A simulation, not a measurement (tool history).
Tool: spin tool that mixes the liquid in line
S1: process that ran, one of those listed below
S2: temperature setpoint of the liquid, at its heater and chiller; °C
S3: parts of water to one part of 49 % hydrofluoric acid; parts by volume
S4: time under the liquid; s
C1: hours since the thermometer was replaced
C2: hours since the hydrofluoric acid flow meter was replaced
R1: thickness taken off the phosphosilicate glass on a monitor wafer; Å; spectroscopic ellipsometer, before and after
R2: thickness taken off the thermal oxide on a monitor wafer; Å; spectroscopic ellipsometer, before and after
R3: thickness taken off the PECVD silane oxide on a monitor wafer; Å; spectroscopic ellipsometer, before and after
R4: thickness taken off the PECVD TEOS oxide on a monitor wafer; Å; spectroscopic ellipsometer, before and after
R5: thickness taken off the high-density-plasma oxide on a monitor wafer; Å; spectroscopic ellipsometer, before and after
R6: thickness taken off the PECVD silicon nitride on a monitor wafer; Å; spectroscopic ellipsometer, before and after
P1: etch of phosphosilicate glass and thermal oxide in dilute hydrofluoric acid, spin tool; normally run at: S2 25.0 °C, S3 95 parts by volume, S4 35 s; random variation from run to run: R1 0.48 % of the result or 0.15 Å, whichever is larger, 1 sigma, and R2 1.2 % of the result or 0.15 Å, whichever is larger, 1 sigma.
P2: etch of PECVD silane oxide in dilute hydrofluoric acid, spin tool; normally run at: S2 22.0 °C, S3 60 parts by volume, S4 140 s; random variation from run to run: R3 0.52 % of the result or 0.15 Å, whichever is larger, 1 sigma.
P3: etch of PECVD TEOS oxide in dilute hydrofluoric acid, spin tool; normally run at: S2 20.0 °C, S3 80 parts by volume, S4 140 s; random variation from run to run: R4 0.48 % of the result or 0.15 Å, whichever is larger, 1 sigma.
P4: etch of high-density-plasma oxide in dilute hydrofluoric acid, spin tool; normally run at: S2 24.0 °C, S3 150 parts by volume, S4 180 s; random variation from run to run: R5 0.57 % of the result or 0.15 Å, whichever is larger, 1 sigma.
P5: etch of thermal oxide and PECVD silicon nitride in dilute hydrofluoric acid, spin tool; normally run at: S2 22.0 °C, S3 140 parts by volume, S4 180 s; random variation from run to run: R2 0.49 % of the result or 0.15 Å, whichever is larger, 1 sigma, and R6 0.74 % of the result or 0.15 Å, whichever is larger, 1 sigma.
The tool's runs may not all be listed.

run   hour  S1    S2   S3   S4     C1     C2       R1        R2       R3      R4        R5      R6
  1    3.1  P1  25.0   95   35  296.1  783.5   415.61   18.1060
  2    6.5  P2  22.0   25  140  299.5  786.9                     1134.10
  3   13.3  P1  25.0   95   55  306.3  793.7   651.56   29.0610
  4   17.9  P3  20.0  115  140  310.9  798.3                              166.27
  5   24.4  P1  20.5   50   35  317.4  804.8   685.94   30.5710
  6   31.3  P1  25.0   35   35  324.3  811.7  1222.20   54.9120
  7   37.9  P1  25.0   95   15  330.9  818.3   176.69    7.5785
  8   44.3  P4  17.5  150  180  337.3  824.7                                       57.3340
  9   51.0  P4  24.0  150  180  344.0  831.4                                       73.5320
 10   54.9  P4  24.0  150   20  347.9  835.3                                        8.1692
 11   59.9  P2  22.0   60   65  352.9  840.3                      210.18
 12   65.8  P1  25.0   45   50  358.8  846.2  1335.40   58.8190
 13   71.3  P1  25.0   95   35  364.3  851.7   416.63   18.2540
 14   78.1  P3  20.0   80  205  371.1  858.5                              367.46
 15   84.6  P1  25.0   95   35  377.6  865.0   416.00   18.5360
 16   90.3  P3  26.0   80  140  383.3  870.7                              324.09
 17   94.3  P1  25.0   95   35  387.3  874.7   417.10   17.9130
 18  100.8  P1  25.0   95   35  393.8  881.2   415.12   18.5790
 19  107.2  P5  22.0  140  350  400.2  887.6           110.3400                             62.698
 20  113.8  P1  25.0  155   35  406.8  894.2   236.93   10.3980
 21  120.6  P4  24.0   60  180  413.6  901.0                                      205.7800
 22  126.4  P2  17.0   60  140  419.4  906.8                      365.68

Run 23 comes next. What will it give?
 23  130.8  P5  22.0  140  180  423.8  911.2       ?               ?

R2: 57.1470 Å
R6: 32.171 Å

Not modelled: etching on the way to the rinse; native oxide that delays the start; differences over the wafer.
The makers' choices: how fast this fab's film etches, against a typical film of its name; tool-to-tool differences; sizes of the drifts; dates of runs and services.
